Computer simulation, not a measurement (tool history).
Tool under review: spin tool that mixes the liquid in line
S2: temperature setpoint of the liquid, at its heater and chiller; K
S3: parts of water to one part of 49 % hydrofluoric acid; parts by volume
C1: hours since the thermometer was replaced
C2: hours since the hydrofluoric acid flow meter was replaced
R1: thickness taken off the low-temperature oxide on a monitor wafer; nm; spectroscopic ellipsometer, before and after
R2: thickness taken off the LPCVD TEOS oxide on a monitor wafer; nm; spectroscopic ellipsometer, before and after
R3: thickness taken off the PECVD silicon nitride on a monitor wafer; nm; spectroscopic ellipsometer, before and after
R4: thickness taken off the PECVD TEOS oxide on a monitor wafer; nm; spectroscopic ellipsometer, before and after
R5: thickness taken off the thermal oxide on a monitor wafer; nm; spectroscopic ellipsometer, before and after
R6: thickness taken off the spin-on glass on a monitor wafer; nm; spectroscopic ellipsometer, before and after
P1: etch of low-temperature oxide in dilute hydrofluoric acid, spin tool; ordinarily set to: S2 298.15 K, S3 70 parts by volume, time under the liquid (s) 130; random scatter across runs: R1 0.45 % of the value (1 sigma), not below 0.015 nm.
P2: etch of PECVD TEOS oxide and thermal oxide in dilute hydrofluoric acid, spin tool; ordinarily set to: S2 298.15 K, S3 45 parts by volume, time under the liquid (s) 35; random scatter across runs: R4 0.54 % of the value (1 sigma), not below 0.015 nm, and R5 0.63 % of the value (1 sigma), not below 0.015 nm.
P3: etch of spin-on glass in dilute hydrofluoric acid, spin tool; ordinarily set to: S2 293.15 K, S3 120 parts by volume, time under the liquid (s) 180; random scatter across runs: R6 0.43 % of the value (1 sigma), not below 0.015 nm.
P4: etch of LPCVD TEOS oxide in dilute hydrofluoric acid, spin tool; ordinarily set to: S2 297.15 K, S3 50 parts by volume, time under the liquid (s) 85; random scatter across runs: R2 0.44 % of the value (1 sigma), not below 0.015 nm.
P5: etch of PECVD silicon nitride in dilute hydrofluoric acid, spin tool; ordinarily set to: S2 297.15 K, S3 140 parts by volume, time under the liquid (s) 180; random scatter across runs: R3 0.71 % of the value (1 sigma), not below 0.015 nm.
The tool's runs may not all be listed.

run 1 hour=8.3 | process_that_ran=P1 S2=298.15 S3=70 time_under_the_liquid_(s)=130 | C1=537.9 C2=620.8 | R1=40.533
run 2 hour=13.5 | process_that_ran=P4 S2=297.15 S3=25 time_under_the_liquid_(s)=85 | C1=543.1 C2=626 | R2=79.857
run 3 hour=25.2 | process_that_ran=P1 S2=294.65 S3=70 time_under_the_liquid_(s)=130 | C1=554.8 C2=637.7 | R1=35.079
run 4 hour=32.7 | process_that_ran=P1 S2=298.15 S3=70 time_under_the_liquid_(s)=130 | C1=562.3 C2=645.2 | R1=40.395
run 5 hour=44 | process_that_ran=P4 S2=297.15 S3=50 time_under_the_liquid_(s)=85 | C1=573.6 C2=656.5 | R2=38.455
run 6 hour=55.7 | process_that_ran=P1 S2=298.15 S3=105 time_under_the_liquid_(s)=130 | C1=585.3 C2=668.2 | R1=25.632
run 7 hour=64.3 | process_that_ran=P5 S2=303.15 S3=140 time_under_the_liquid_(s)=180 | C1=593.9 C2=676.8 | R3=5.2768
run 8 hour=71.8 | process_that_ran=P1 S2=298.15 S3=70 time_under_the_liquid_(s)=130 | C1=601.4 C2=684.3 | R1=40.503
run 9 hour=77.4 | process_that_ran=P2 S2=298.15 S3=45 time_under_the_liquid_(s)=70 | C1=607 C2=689.9 | R4=39.142 R5=8.3709
run 10 hour=85.7 | process_that_ran=P4 S2=303.65 S3=50 time_under_the_liquid_(s)=85 | C1=615.3 C2=698.2 | R2=50.195
run 11 hour=91.5 | process_that_ran=P5 S2=297.15 S3=140 time_under_the_liquid_(s)=180 | C1=621.1 C2=704 | R3=3.6415
run 12 hour=96.9 | process_that_ran=P2 S2=305.15 S3=45 time_under_the_liquid_(s)=35 | C1=626.5 C2=709.4 | R4=25.928 R5=5.4385
run 13 hour=106.5 | process_that_ran=P2 S2=298.15 S3=45 time_under_the_liquid_(s)=35 | C1=636.1 C2=719 | R4=19.582 R5=4.1895
run 14 hour=115.6 | process_that_ran=P3 S2=293.15 S3=185 time_under_the_liquid_(s)=180 | C1=645.2 C2=728.1 | R6=20.668
run 15 hour=121.8 | process_that_ran=P3 S2=293.15 S3=120 time_under_the_liquid_(s)=180 | C1=651.4 C2=734.3 | R6=34.307
run 16 hour=130.8 | process_that_ran=P1 S2=292.15 S3=35 time_under_the_liquid_(s)=130 | C1=660.4 C2=743.3 | R1=65.274
run 17 hour=140.1 | process_that_ran=P2 S2=298.15 S3=70 time_under_the_liquid_(s)=35 | C1=669.7 C2=752.6 | R4=12.232 R5=2.58
run 18 hour=146.6 | process_that_ran=P3 S2=293.15 S3=120 time_under_the_liquid_(s)=60 | C1=676.2 C2=759.1 | R6=11.235
run 19 hour=156.4 | process_that_ran=P3 S2=293.15 S3=120 time_under_the_liquid_(s)=180 | C1=686 C2=768.9 | R6=34.009
run 20 hour=166.2 | process_that_ran=P5 S2=297.15 S3=70 time_under_the_liquid_(s)=180 | C1=695.8 C2=778.7 | R3=7.241
run 21 hour=173.2 | process_that_ran=P5 S2=297.15 S3=140 time_under_the_liquid_(s)=180 | C1=702.8 C2=785.7 | R3=3.6754
run 22 hour=182.1 | process_that_ran=P4 S2=297.15 S3=50 time_under_the_liquid_(s)=140 | C1=711.7 C2=794.6 | R2=63.222
run 23 hour=187.2 | process_that_ran=P5 S2=297.15 S3=140 time_under_the_liquid_(s)=340 | C1=716.8 C2=799.7 | R3=6.8675
run 24 hour=198.4 | process_that_ran=P1 S2=298.15 S3=70 time_under_the_liquid_(s)=15 | C1=728 C2=810.9 | R1=4.6281
run 25 hour=204.9 | process_that_ran=P1 S2=298.15 S3=70 time_under_the_liquid_(s)=220 | C1=734.5 C2=817.4 | R1=67.864
run 26 hour=215.8 | process_that_ran=P1 S2=304.15 S3=70 time_under_the_liquid_(s)=130 | C1=745.4 C2=828.3 | R1=51.197
run 27 hour=223.8 | process_that_ran=P3 S2=290.15 S3=120 time_under_the_liquid_(s)=180 | C1=753.4 C2=836.3 | R6=30.242
run 28 hour=233.7 | process_that_ran=P1 S2=298.15 S3=70 time_under_the_liquid_(s)=130 | C1=763.3 C2=846.2 | R1=40.494
run 29 hour=244.7 | process_that_ran=P4 S2=297.15 S3=50 time_under_the_liquid_(s)=85 | C1=774.3 C2=857.2 | R2=38.148
run 30 hour=252.1 | process_that_ran=P1 S2=298.15 S3=40 time_under_the_liquid_(s)=130 | C1=781.7 C2=864.6 | R1=73.037
run 31 hour=258.9 | process_that_ran=P1 S2=298.15 S3=70 time_under_the_liquid_(s)=130 | C1=788.5 C2=871.4 | R1=40.541
run 32 hour=268.5 | process_that_ran=P1 S2=298.15 S3=70 time_under_the_liquid_(s)=130 | C1=798.1 C2=881 | R1=39.862
run 33 hour=276.1 | process_that_ran=P1 S2=298.15 S3=70 time_under_the_liquid_(s)=130 | C1=805.7 C2=888.6 | R1=39.188
run 34 hour=284.6 | process_that_ran=P1 S2=298.15 S3=70 time_under_the_liquid_(s)=130 | C1=814.2 C2=897.1 | R1=38.831
run 35 hour=291.4 | process_that_ran=P1 S2=298.15 S3=70 time_under_the_liquid_(s)=130 | C1=821 C2=903.9 | R1=38.58
run 36 hour=303 | process_that_ran=P1 S2=298.15 S3=70 time_under_the_liquid_(s)=130 | C1=832.6 C2=915.5 | R1=38.438
run 37 hour=308.8 | process_that_ran=P1 S2=298.15 S3=70 time_under_the_liquid_(s)=130 | C1=838.4 C2=921.3 | R1=38.314
run 38 hour=319.7 | process_that_ran=P1 S2=298.15 S3=70 time_under_the_liquid_(s)=130 | C1=849.3 C2=932.2 | R1=38.45
run 39 hour=328.4 | process_that_ran=P1 S2=298.15 S3=70 time_under_the_liquid_(s)=130 | C1=858 C2=940.9 | R1=37.86
run 40 hour=336.1 | process_that_ran=P1 S2=298.15 S3=70 time_under_the_liquid_(s)=130 | C1=865.7 C2=948.6 | R1=38.094
run 41 hour=341.4 | process_that_ran=P1 S2=298.15 S3=70 time_under_the_liquid_(s)=130 | C1=871 C2=953.9 | R1=38.098
run 42 hour=349 | process_that_ran=P1 S2=298.15 S3=70 time_under_the_liquid_(s)=130 | C1=878.6 C2=961.5 | R1=38.337

What P1 gives has crept off from where it sat before. The 2 causes that follow fit the log equally well, each at the size noted:
A: liquid colder than its thermometer reads (K) = 1.42
B: hydrofluoric acid flow below the setpoint (%) = 5.1
The gradual shift began around hour 258.9.

Each of the check runs listed below is run on 3 wafers and reports their average, with the results left as question marks. Pick the one under which the possible causes would lead to clearly different results.
run check 1 hour=356.6 | process_that_ran=P4 S2=297.15 S3=50 time_under_the_liquid_(s)=85 | R2=?
run check 2 hour=356.6 | process_that_ran=P3 S2=293.15 S3=120 time_under_the_liquid_(s)=180 | R6=?
run check 3 hour=356.6 | process_that_ran=P2 S2=298.15 S3=45 time_under_the_liquid_(s)=35 | R4=? R5=?
run check 4 hour=356.6 | process_that_ran=P5 S2=297.15 S3=140 time_under_the_liquid_(s)=180 | R3=?

What each check would give under each cause:
check=check_1 result=R2 if_A=36.277 if_B=36.379
check=check_2 result=R6 if_A=32.13 if_B=32.087
check=check_3 result=R4 if_A=18.527 if_B=18.58
check=check_3 result=R5 if_A=3.9349 if_B=3.9462
check=check_4 result=R3 if_A=3.309 if_B=3.4468
Per-check spread between the two closest causes, in the result where they differ most: check 1 0.28 %; check 2 0.14 %; check 3 0.29 %; check 4 4.08 %
Only check 4 tells the causes apart: in the others they would give nearly the same result.

The results of check 4 are: R3 3.3158 nm. Based on these, which of the listed causes is it?

The correct cause is A, namely: liquid colder than its thermometer reads (K).
